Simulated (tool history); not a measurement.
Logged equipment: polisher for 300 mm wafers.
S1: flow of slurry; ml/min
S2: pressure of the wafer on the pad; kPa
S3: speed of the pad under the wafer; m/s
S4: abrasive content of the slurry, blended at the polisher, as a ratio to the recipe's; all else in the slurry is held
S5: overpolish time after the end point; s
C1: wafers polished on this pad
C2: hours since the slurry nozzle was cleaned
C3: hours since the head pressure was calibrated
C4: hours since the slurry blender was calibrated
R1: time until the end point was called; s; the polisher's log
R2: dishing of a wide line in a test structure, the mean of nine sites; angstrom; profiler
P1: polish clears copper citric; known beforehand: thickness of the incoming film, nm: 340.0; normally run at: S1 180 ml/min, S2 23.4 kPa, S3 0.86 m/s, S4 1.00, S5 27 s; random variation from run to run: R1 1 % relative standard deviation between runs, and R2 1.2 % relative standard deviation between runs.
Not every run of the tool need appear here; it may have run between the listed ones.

Run 1, day 0.425: S1 180 ml/min, S2 23.4 kPa, S3 0.86 m/s, S4 1.00, S5 27 s; C1 633; C2 572.8; C3 242.1; C4 120.7. Result: R1 186.79 s, R2 346.83 angstrom.
Run 2, day 0.854: S1 180 ml/min, S2 23.4 kPa, S3 0.86 m/s, S4 0.65, S5 27 s; C1 709; C2 583.1; C3 252.4; C4 131.0. Result: R1 201.05 s, R2 323.54 angstrom.
Run 3, day 1.108: S1 180 ml/min, S2 33.8 kPa, S3 0.86 m/s, S4 1.00, S5 27 s; C1 753; C2 589.2; C3 258.5; C4 137.1. Result: R1 129.70 s, R2 468.74 angstrom.
Run 4, day 1.479: S1 245 ml/min, S2 23.4 kPa, S3 0.86 m/s, S4 1.00, S5 27 s; C1 818; C2 598.1; C3 267.4; C4 146.0. Result: R1 176.24 s, R2 354.50 angstrom.
Run 5, day 1.779: S1 125 ml/min, S2 32.4 kPa, S3 0.86 m/s, S4 1.00, S5 27 s; C1 871; C2 605.3; C3 274.6; C4 153.2. Result: R1 143.05 s, R2 434.07 angstrom.
Run 6, day 1.992: S1 180 ml/min, S2 15.2 kPa, S3 0.86 m/s, S4 1.00, S5 27 s; C1 908; C2 610.4; C3 279.7; C4 158.3. Result: R1 280.48 s, R2 232.12 angstrom.
Run 7, day 2.354: S1 180 ml/min, S2 23.4 kPa, S3 0.86 m/s, S4 1.50, S5 27 s; C1 972; C2 619.1; C3 288.4; C4 167.0. Result: R1 168.30 s, R2 370.96 angstrom.
Run 8, day 2.604: S1 180 ml/min, S2 23.4 kPa, S3 0.86 m/s, S4 1.00, S5 45 s; C1 1016; C2 625.1; C3 294.4; C4 173.0. Result: R1 184.50 s, R2 515.63 angstrom.
Run 9, day 2.842: S1 180 ml/min, S2 23.4 kPa, S3 0.86 m/s, S4 1.00, S5 27 s; C1 1058; C2 630.8; C3 300.1; C4 178.7. Result: R1 184.97 s, R2 337.03 angstrom.
Run 10, day 3.275: S1 180 ml/min, S2 23.4 kPa, S3 0.86 m/s, S4 1.00, S5 27 s; C1 1134; C2 641.2; C3 310.5; C4 189.1. Result: R1 184.89 s, R2 336.71 angstrom.
Run 11, day 3.546: S1 180 ml/min, S2 23.4 kPa, S3 0.86 m/s, S4 1.00, S5 8 s; C1 1182; C2 647.7; C3 317.0; C4 195.6. Result: R1 184.20 s, R2 109.92 angstrom.
Run 12, day 3.779: S1 110 ml/min, S2 23.4 kPa, S3 0.86 m/s, S4 1.00, S5 27 s; C1 1223; C2 653.3; C3 322.6; C4 201.2. Result: R1 199.35 s, R2 315.05 angstrom.
Run 13, day 4.192: S1 180 ml/min, S2 23.4 kPa, S3 0.86 m/s, S4 1.00, S5 27 s; C1 1295; C2 663.2; C3 332.5; C4 211.1. Result: R1 182.92 s, R2 343.67 angstrom.
Run 14, day 4.667: S1 180 ml/min, S2 23.4 kPa, S3 0.86 m/s, S4 1.00, S5 27 s; C1 1379; C2 674.6; C3 343.9; C4 222.5. Result: R1 184.62 s, R2 337.27 angstrom.
Run 15, day 5.121: S1 180 ml/min, S2 23.4 kPa, S3 0.86 m/s, S4 1.00, S5 27 s; C1 1459; C2 685.5; C3 354.8; C4 233.4. Result: R1 186.84 s, R2 333.72 angstrom.
Run 16, day 5.358: S1 180 ml/min, S2 23.4 kPa, S3 0.86 m/s, S4 1.00, S5 27 s; C1 1500; C2 691.2; C3 360.5; C4 239.1. Result: R1 186.59 s, R2 339.05 angstrom.
Run 17, day 5.771: S1 180 ml/min, S2 23.4 kPa, S3 0.38 m/s, S4 1.00, S5 27 s; C1 1573; C2 701.1; C3 370.4; C4 249.0. Result: R1 398.99 s, R2 169.39 angstrom.
Run 18, day 6.158: S1 180 ml/min, S2 23.4 kPa, S3 1.18 m/s, S4 1.00, S5 27 s; C1 1641; C2 710.4; C3 379.7; C4 258.3. Result: R1 134.37 s, R2 448.06 angstrom.
Run 19, day 6.488: S1 180 ml/min, S2 23.4 kPa, S3 0.86 m/s, S4 1.00, S5 27 s; C1 1699; C2 718.3; C3 387.6; C4 266.2. Result: R1 181.95 s, R2 341.78 angstrom.
Run 20, day 6.892: S1 180 ml/min, S2 23.4 kPa, S3 0.86 m/s, S4 1.00, S5 27 s; C1 1770; C2 728.0; C3 397.3; C4 275.9. Result: R1 186.73 s, R2 344.69 angstrom.
Run 21, day 7.162: S1 180 ml/min, S2 23.4 kPa, S3 0.86 m/s, S4 1.00, S5 27 s; C1 1817; C2 734.5; C3 403.8; C4 282.4. Result: R1 190.21 s, R2 333.33 angstrom.
Run 22, day 7.542: S1 180 ml/min, S2 23.4 kPa, S3 0.86 m/s, S4 1.00, S5 27 s; C1 1884; C2 743.6; C3 412.9; C4 291.5. Result: R1 194.33 s, R2 333.01 angstrom.
Run 23, day 7.975: S1 180 ml/min, S2 23.4 kPa, S3 0.86 m/s, S4 1.00, S5 27 s; C1 1960; C2 754.0; C3 423.3; C4 301.9. Result: R1 197.97 s, R2 324.03 angstrom.
Run 24, day 8.183: S1 180 ml/min, S2 23.4 kPa, S3 0.86 m/s, S4 1.00, S5 27 s; C1 1997; C2 759.0; C3 428.3; C4 306.9. Result: R1 196.67 s, R2 327.37 angstrom.
Run 25, day 8.467: S1 180 ml/min, S2 23.4 kPa, S3 0.86 m/s, S4 1.00, S5 27 s; C1 2047; C2 765.8; C3 435.1; C4 313.7. Result: R1 195.41 s, R2 322.29 angstrom.
At day 8.829: worn pad replaced by a new one.
Run 26, day 8.833: S1 180 ml/min, S2 23.4 kPa, S3 0.86 m/s, S4 1.00, S5 27 s; C1 1; C2 774.6; C3 443.9; C4 322.5. Result: R1 199.65 s, R2 322.06 angstrom.
Run 27, day 9.175: S1 180 ml/min, S2 23.4 kPa, S3 0.86 m/s, S4 1.00, S5 27 s; C1 61; C2 782.8; C3 452.1; C4 330.7. Result: R1 197.74 s, R2 319.62 angstrom.
At day 9.217: head pressure recalibrated.
Run 28, day 9.488: S1 180 ml/min, S2 23.4 kPa, S3 0.86 m/s, S4 1.00, S5 27 s; C1 116; C2 790.3; C3 6.6; C4 338.2. Result: R1 200.96 s, R2 322.55 angstrom.
Run 29, day 9.825: S1 180 ml/min, S2 23.4 kPa, S3 0.86 m/s, S4 1.00, S5 27 s; C1 175; C2 798.4; C3 14.7; C4 346.3. Result: R1 200.79 s, R2 313.50 angstrom.
Run 30, day 10.142: S1 180 ml/min, S2 23.4 kPa, S3 0.86 m/s, S4 1.00, S5 27 s; C1 231; C2 806.0; C3 22.3; C4 353.9. Result: R1 202.16 s, R2 312.90 angstrom.

P1 has crept away from where it was. The log is fitted equally well by each of these 2 causes, at the sizes shown:
A: abrasive missing from the slurry, % = 33.1
B: slurry flow missing at the pad, % = 37.2
At approximately day 6.488, the process output began to creep.
What rules out each remaining cause:
removal rate lost through wear of the pad, %: serviced at day 8.829, after the change had begun; the process did not return to its earlier output
head's pressure below its setpoint, %: serviced at day 9.217, after the change had begun; the process did not return to its earlier output

Each of the check runs listed below is run on 3 wafers and reports their average, with the results left as question marks. Pick the one under which the possible causes would lead to clearly different results.
Run check 1, day 10.458: S1 180 ml/min, S2 23.4 kPa, S3 0.68 m/s, S4 1.00, S5 8 s. Result: R1 ?, R2 ?.
Run check 2, day 10.458: S1 180 ml/min, S2 31.0 kPa, S3 0.86 m/s, S4 1.30, S5 27 s. Result: R1 ?, R2 ?.
Run check 3, day 10.458: S1 180 ml/min, S2 32.4 kPa, S3 0.86 m/s, S4 1.45, S5 27 s. Result: R1 ?, R2 ?.
Run check 4, day 10.458: S1 110 ml/min, S2 23.4 kPa, S3 0.86 m/s, S4 1.00, S5 27 s. Result: R1 ?, R2 ?.

Outcome of each check run for each possible cause:
  check  result     if A     if B
check 1      R1   250.97   251.02
check 1      R2   83.524   83.507
check 2      R1   143.79   143.43
check 2      R2  425.900  426.780
check 3      R1   134.63   134.14
check 3      R2  450.490  451.820
check 4      R1   218.63   229.05
check 4      R2  294.580  282.780
Per check, the gap between the least separated pair of causes, taken in the result that splits them most: check 1 0.02 %; check 2 0.25 %; check 3 0.36 %; check 4 4.66 %
The causes can be told apart only by check 4. The other checks would give nearly the same results under each of them.

Then check 4 was run and gave: R1 228.63 s; R2 282.250 angstrom. Which cause is it?

It is B: slurry flow missing at the pad, %.

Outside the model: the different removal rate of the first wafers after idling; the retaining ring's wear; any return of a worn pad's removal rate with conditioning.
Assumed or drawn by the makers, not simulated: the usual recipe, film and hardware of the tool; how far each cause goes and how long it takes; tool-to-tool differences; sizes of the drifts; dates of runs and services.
